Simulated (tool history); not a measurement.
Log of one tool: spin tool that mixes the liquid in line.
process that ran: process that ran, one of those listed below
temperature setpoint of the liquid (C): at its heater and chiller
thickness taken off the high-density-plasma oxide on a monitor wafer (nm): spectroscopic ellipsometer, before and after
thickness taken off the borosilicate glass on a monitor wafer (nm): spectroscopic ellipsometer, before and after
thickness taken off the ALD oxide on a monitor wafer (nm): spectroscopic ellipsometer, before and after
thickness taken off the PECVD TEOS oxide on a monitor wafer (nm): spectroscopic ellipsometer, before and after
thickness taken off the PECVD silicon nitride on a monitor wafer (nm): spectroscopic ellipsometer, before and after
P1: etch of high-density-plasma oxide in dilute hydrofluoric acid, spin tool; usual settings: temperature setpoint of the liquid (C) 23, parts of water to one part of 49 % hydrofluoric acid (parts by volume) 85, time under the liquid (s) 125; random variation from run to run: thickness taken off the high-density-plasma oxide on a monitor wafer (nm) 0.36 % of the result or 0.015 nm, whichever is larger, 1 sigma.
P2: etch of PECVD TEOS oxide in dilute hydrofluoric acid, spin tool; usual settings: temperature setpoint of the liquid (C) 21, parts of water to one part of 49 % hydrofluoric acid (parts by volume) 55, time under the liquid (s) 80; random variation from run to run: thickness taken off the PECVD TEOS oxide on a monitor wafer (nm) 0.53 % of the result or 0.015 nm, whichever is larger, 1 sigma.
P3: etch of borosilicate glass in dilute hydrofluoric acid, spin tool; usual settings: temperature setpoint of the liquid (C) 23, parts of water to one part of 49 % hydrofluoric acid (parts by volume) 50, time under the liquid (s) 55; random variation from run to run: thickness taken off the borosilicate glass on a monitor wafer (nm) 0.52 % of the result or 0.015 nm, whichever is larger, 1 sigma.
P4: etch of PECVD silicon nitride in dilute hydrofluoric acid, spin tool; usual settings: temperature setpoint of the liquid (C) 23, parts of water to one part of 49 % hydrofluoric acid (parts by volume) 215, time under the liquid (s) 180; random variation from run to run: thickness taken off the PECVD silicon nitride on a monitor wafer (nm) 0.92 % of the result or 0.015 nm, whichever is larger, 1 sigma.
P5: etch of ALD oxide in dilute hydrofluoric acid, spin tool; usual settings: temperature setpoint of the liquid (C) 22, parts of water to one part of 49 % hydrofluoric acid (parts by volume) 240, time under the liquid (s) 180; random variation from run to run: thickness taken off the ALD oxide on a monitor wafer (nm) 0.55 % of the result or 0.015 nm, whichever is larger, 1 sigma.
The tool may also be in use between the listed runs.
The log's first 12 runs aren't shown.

run	hour	process that ran	temperature setpoint of the liquid (C)	parts of water to one part of 49 % hydrofluoric acid (parts by volume)	time under the liquid (s)	hours since the thermometer was replaced	hours since the hydrofluoric acid flow meter was replaced	thickness taken off the high-density-plasma oxide on a monitor wafer (nm)	thickness taken off the borosilicate glass on a monitor wafer (nm)	thickness taken off the ALD oxide on a monitor wafer (nm)	thickness taken off the PECVD TEOS oxide on a monitor wafer (nm)	thickness taken off the PECVD silicon nitride on a monitor wafer (nm)
13	177.8	P1	23	85	125	1492.6	436.8	7.392				
14	193.9	P1	29.5	50	125	1508.7	452.9	17.116				
15	210	P5	22	90	180	1524.8	469			31.141		
16	223.2	P5	22	240	290	1538	482.2			15.806		
17	236.3	P1	23	85	55	1551.1	495.3	3.2335				
18	247.3	P1	23	85	125	1562.1	506.3	7.3692				
19	262.1	P5	22	240	180	1576.9	521.1			9.924		
20	280.3	P3	19	50	55	1595.1	539.3		48.559			
21	291.2	P1	23	85	125	1606	550.2	7.3883				

The next listed run, before its measurement:
22	309.2	P4	23	40	180	1624	568.2					?

thickness taken off the PECVD silicon nitride on a monitor wafer (nm): 12.967
